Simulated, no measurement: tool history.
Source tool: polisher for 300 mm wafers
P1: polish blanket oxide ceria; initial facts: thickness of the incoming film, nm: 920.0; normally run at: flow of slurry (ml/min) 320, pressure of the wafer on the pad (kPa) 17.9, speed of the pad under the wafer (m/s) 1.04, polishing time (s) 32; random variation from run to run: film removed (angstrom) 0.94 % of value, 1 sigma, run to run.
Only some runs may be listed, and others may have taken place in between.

run,hour,flow of slurry (ml/min),pressure of the wafer on the pad (kPa),speed of the pad under the wafer (m/s),polishing time (s),wafers polished on this pad,hours since the slurry nozzle was cleaned,hours since the head pressure was calibrated,film removed (angstrom)
1,10.6,320,17.9,1.04,32,482,167.1,342.8,1058.4
2,19.4,320,12.4,1.52,32,600,175.9,351.6,1066.5
3,26.7,430,17.9,1.04,32,697,183.2,358.9,1076.7
4,38.1,320,17.9,1.46,32,849,194.6,370.3,1476.7
5,47.9,320,17.9,1.04,32,980,204.4,380.1,1060.8
6,56.9,320,12.4,1.04,32,1100,213.4,389.1,722.49
7,64.6,320,17.9,0.56,32,1203,221.1,396.8,565.28
8,71.5,320,17.9,1.04,32,1295,228,403.7,1065.6
9,82.4,455,17.9,0.54,32,1441,238.9,414.6,559.84
10,88.5,455,17.9,1.32,32,1522,245,420.7,1364.9
11,97.2,320,26.2,1.04,32,1639,253.7,429.4,1556.2
12,110.4,190,17.9,1.04,32,1815,266.9,442.6,1000.9
13,119.3,320,17.9,1.04,41,1934,275.8,451.5,1349.7
14,130.1,320,17.9,1.04,19,2078,286.6,462.3,625.18
15,142.3,320,17.9,1.04,32,2241,298.8,474.5,1048.6
16,149.7,320,17.9,1.04,32,2340,306.2,481.9,1051.2
17,160.2,320,17.9,1.04,32,2480,316.7,492.4,1038.7
18,172.3,320,17.9,1.04,32,2641,328.8,504.5,1023.4
19,180.3,320,17.9,1.04,32,2748,336.8,512.5,1010.5
20,191.9,320,17.9,1.04,32,2903,348.4,524.1,1025.4
# hour 195.7: head pressure recalibrated
21,198.4,320,17.9,1.04,32,2990,354.9,2.8,1017.2
22,205.2,320,17.9,1.04,32,3081,361.7,9.6,1011.9
23,217.7,320,17.9,1.04,32,3248,374.2,22.1,1007.8
24,226.6,320,17.9,1.04,32,3366,383.1,31,995.33
25,236.4,320,17.9,1.04,32,3497,392.9,40.8,999.75
26,246.3,320,17.9,1.04,32,3629,402.8,50.7,1003.1
27,257.5,320,17.9,1.04,32,3779,414,61.9,995.51

The log shows P1 creeping away from where it was. Any of the 2 causes listed here, at the size stated for it, fits the log just as well as the others:
A: removal rate lost through wear of the pad, % = 4.59
B: slurry flow missing at the pad, % = 36
The onset of the drift is placed at about hour 149.7.
Ruled out, with reasons:
head's pressure below its setpoint, %: was serviced at hour 195.7, once the creep was under way, yet the earlier output never came back

The list below offers 4 check runs, each averaging the results of 5 wafers, and shows each result as a question mark. For which of them would the listed causes give clearly different results?
check 1,268.7,320,24.8,1.04,39,,,,?
check 2,268.7,320,17.9,0.82,39,,,,?
check 3,268.7,320,17.9,0.82,26,,,,?
check 4,268.7,190,17.9,1.04,32,,,,?

Outcome of each check run for each possible cause:
check,result,if A,if B
check 1,film removed (angstrom),1687.9,1687.9
check 2,film removed (angstrom),961.18,961.19
check 3,film removed (angstrom),640.78,640.79
check 4,film removed (angstrom),944.82,917.22
Gap, in per cent, between the two causes that each check separates least, read from the result that separates them most: check 1 0 %; check 2 0 %; check 3 0 %; check 4 2.97 %
Check 4 is the one run that separates the causes; every other check would come out nearly the same whichever cause is at work.

Running check 4 produced the following: film removed (angstrom) 917.57. Which one of the listed causes fits?

It is B: slurry flow missing at the pad, %.

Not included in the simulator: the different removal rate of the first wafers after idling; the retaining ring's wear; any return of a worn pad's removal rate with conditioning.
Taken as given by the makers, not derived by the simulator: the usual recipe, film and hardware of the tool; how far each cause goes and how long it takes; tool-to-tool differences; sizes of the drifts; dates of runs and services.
